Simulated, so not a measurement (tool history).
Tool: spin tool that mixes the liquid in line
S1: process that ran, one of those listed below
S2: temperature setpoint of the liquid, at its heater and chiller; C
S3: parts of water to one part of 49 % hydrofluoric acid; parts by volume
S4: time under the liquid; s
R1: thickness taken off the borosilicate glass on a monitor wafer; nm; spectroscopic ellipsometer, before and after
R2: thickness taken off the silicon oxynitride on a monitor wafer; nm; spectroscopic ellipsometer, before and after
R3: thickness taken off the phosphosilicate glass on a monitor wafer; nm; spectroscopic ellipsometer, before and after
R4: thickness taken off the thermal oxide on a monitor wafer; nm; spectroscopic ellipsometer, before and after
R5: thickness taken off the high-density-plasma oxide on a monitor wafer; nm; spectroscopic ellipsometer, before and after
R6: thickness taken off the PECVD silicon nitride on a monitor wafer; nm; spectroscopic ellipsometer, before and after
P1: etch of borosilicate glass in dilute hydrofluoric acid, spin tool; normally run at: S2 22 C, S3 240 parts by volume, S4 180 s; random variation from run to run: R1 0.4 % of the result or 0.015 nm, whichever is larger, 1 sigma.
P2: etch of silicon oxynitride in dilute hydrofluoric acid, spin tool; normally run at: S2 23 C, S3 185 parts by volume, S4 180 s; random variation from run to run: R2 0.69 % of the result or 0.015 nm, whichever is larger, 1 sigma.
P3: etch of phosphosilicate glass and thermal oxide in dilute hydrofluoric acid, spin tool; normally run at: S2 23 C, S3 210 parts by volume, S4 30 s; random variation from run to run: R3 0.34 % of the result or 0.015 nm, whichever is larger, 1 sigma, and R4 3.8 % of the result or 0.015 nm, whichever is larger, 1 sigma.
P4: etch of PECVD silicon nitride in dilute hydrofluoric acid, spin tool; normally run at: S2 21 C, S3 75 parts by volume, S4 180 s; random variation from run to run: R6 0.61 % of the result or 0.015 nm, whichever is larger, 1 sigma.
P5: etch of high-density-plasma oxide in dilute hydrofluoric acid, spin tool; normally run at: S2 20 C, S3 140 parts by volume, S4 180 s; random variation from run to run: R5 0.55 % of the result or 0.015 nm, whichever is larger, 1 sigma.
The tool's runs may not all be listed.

run 1 hour=2.1 | S1=P1 S2=22 S3=240 S4=180 | R1=17.094
run 2 hour=6.5 | S1=P1 S2=22 S3=240 S4=360 | R1=33.933
run 3 hour=9.3 | S1=P2 S2=23 S3=185 S4=80 | R2=1.4821
run 4 hour=13.3 | S1=P3 S2=23 S3=210 S4=50 | R3=26.816 R4=0.9442
run 5 hour=15.7 | S1=P5 S2=20 S3=140 S4=180 | R5=5.3204
run 6 hour=18.2 | S1=P3 S2=23 S3=370 S4=30 | R3=7.7968 R4=0.30702
run 7 hour=21.9 | S1=P4 S2=21 S3=75 S4=180 | R6=5.0112
run 8 hour=25.1 | S1=P1 S2=22 S3=240 S4=180 | R1=17.061
run 9 hour=28.3 | S1=P3 S2=23 S3=210 S4=30 | R3=16.095 R4=0.58328
run 10 hour=32.6 | S1=P1 S2=22 S3=240 S4=15 | R1=1.4067
run 11 hour=35 | S1=P2 S2=28 S3=185 S4=180 | R2=4.089
run 12 hour=38 | S1=P5 S2=20 S3=140 S4=180 | R5=5.3552
run 13 hour=42.2 | S1=P1 S2=22 S3=240 S4=180 | R1=17.082
run 14 hour=46.4 | S1=P3 S2=27 S3=210 S4=30 | R3=18.668 R4=0.67891
run 15 hour=50.6 | S1=P2 S2=23 S3=185 S4=180 | R2=3.3251
run 16 hour=53.6 | S1=P4 S2=21 S3=75 S4=320 | R6=8.8522
run 17 hour=57.7 | S1=P1 S2=22 S3=240 S4=180 | R1=16.968
run 18 hour=59.7 | S1=P4 S2=21 S3=75 S4=180 | R6=4.9795
run 19 hour=63 | S1=P5 S2=17 S3=140 S4=180 | R5=4.6743
run 20 hour=65.9 | S1=P1 S2=22 S3=240 S4=180 | R1=16.996
run 21 hour=68.4 | S1=P5 S2=20 S3=65 S4=180 | R5=12.509
run 22 hour=71.2 | S1=P1 S2=26 S3=240 S4=285 | R1=31.277
run 23 hour=73.9 | S1=P2 S2=23 S3=60 S4=180 | R2=11.031
run 24 hour=76.1 | S1=P1 S2=22 S3=100 S4=180 | R1=47.203
run 25 hour=78.1 | S1=P4 S2=17 S3=75 S4=180 | R6=3.7815
run 26 hour=82.2 | S1=P3 S2=23 S3=210 S4=30 | R3=15.91 R4=0.58671
-- hour=83.8 thermometer replaced
run 27 hour=85.7 | S1=P5 S2=20 S3=140 S4=335 | R5=9.8581
run 28 hour=89.7 | S1=P2 S2=23 S3=185 S4=180 | R2=3.2823
run 29 hour=94 | S1=P1 S2=17.5 S3=240 S4=180 | R1=14.386
run 30 hour=97.1 | S1=P1 S2=22 S3=375 S4=180 | R1=9.6487
run 31 hour=100.8 | S1=P1 S2=22 S3=240 S4=180 | R1=17.148
run 32 hour=104.8 | S1=P4 S2=21 S3=20 S4=180 | R6=18.067
run 33 hour=107.3 | S1=P1 S2=30 S3=240 S4=180 | R1=22.664
run 34 hour=109.8 | S1=P1 S2=22 S3=240 S4=180 | R1=17.158
run 35 hour=112.6 | S1=P1 S2=22 S3=240 S4=180 | R1=16.982
run 36 hour=116 | S1=P1 S2=22 S3=240 S4=180 | R1=16.447
run 37 hour=118.7 | S1=P1 S2=22 S3=240 S4=180 | R1=16.225
run 38 hour=121.8 | S1=P1 S2=22 S3=240 S4=180 | R1=16.055
run 39 hour=125.4 | S1=P1 S2=22 S3=240 S4=180 | R1=16.037
run 40 hour=128.9 | S1=P1 S2=22 S3=240 S4=180 | R1=15.899
run 41 hour=132 | S1=P1 S2=22 S3=240 S4=180 | R1=15.938
run 42 hour=134.6 | S1=P1 S2=22 S3=240 S4=180 | R1=15.956

What P1 gives has crept away from where it was. These 2 causes fit the log equally well, each at the size given:
A: hydrofluoric acid flow below the setpoint (%) = 5.23
B: liquid colder than its thermometer reads (K) = 1.79
The creep began at about hour 112.6.

4 check runs are offered, one wafer each, their results left as question marks. Which one tells the causes apart?
run check 1 hour=137.2 | S1=P3 S2=23 S3=320 S4=45 | R3=? R4=?
run check 2 hour=137.2 | S1=P2 S2=26.5 S3=185 S4=180 | R2=?
run check 3 hour=137.2 | S1=P5 S2=17 S3=140 S4=180 | R5=?
run check 4 hour=137.2 | S1=P4 S2=17 S3=75 S4=285 | R6=?

What each check would give under each cause:
check=check_1 result=R3 if_A=13.232 if_B=13.327
check=check_1 result=R4 if_A=0.47579 if_B=0.47921
check=check_2 result=R2 if_A=3.6256 if_B=3.5641
check=check_3 result=R5 if_A=4.4523 if_B=4.3942
check=check_4 result=R6 if_A=5.7026 if_B=5.2917
How far apart the two closest causes lie, in the result that separates them most: check 1 0.72 %; check 2 1.71 %; check 3 1.31 %; check 4 7.48 %
Only check 4 tells the causes apart: in the others they would give nearly the same result.

Then check 4 was run and gave: R6 5.628 nm. Which cause is it?

It is A: hydrofluoric acid flow below the setpoint (%).

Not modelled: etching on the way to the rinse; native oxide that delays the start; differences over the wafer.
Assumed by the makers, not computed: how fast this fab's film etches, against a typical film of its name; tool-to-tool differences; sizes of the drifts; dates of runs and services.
